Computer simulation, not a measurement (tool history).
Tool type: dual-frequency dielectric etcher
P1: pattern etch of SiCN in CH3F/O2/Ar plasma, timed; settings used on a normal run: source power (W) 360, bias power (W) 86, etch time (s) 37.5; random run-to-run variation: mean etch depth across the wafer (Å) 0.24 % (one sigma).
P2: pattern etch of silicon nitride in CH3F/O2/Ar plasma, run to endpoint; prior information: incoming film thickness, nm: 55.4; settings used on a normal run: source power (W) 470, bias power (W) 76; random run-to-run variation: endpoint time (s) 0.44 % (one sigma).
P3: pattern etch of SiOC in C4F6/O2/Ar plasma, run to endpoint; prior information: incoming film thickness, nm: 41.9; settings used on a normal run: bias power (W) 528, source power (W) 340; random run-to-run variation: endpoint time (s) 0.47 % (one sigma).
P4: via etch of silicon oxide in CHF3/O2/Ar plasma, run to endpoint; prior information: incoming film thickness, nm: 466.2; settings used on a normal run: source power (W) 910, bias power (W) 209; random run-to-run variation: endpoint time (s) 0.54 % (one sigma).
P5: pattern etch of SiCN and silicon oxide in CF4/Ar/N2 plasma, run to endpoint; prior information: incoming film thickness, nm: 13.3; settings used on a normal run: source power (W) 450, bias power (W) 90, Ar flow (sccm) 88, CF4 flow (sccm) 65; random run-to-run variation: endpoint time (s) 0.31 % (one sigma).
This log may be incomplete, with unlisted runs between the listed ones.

run   hour  process that ran  source power (W)  bias power (W)  etch time (s)  Ar flow (sccm)  CF4 flow (sccm)  mean etch depth across the wafer (Å)  endpoint time (s)
  1    5.6                P1               360              86           37.5                                                                 145.02
  2   11.9                P1               360              86           51.5                                                                 198.99
  3   18.2                P5               450              90                             88               38                                                   14.534
  4   24.2                P1               360             103           37.5                                                                 155.71
  5   27.4                P2               470              52                                                                                                   83.859
  6   34.2                P1               230              61           37.5                                                                 108.51
  7   41.5                P4               910             209                                                                                                    196.4
  8   47.4                P3               340             426                                                                                                    16.05
  9   53.1                P1               360              54           37.5                                                                 123.57
 10   58.1                P5               450              57                             88               65                                                   15.557
 11   63.3                P2               470              76                                                                                                   74.559
 12     67                P3               340             528                                                                                                   14.896
 13   71.4                P5               450              90                             88               65                                                   13.423
 14   75.5                P1               360              86           37.5                                                                  145.1
 15   81.6                P5               450              90                             62               65                                                   12.786
 16   88.8                P4               910             277                                                                                                   179.07
 17   92.7                P3               260             528                                                                                                   16.472
 18   98.7                P1               360              86           37.5                                                                 144.79
 19  102.3                P1               220              86           37.5                                                                 120.36
 20  106.6                P1               430              86           37.5                                                                 155.13
 21  109.9                P1               360              86           23.5                                                                 90.949
 22    117                P2               590              76                                                                                                   67.921
 23  120.8                P5               340              90                             88               65                                                   17.273
 24  124.8                P2               470              76                                                                                                   74.016
 25  130.7                P1               360              86           37.5                                                                 144.57
 26  133.9                P4              1220             209                                                                                                   178.22
 27  137.9                P1               360              86           37.5                                                                 144.31
 28    143                P1               360              86           37.5                                                                 144.67
 29  146.4                P1               360              86           37.5                                                                 144.78
 30  153.3                P1               360              86           37.5                                                                 145.72

What will run 31 give?
 31  158.2                P1               360              86           37.5                                                                      ?

mean etch depth across the wafer (Å): 146.42
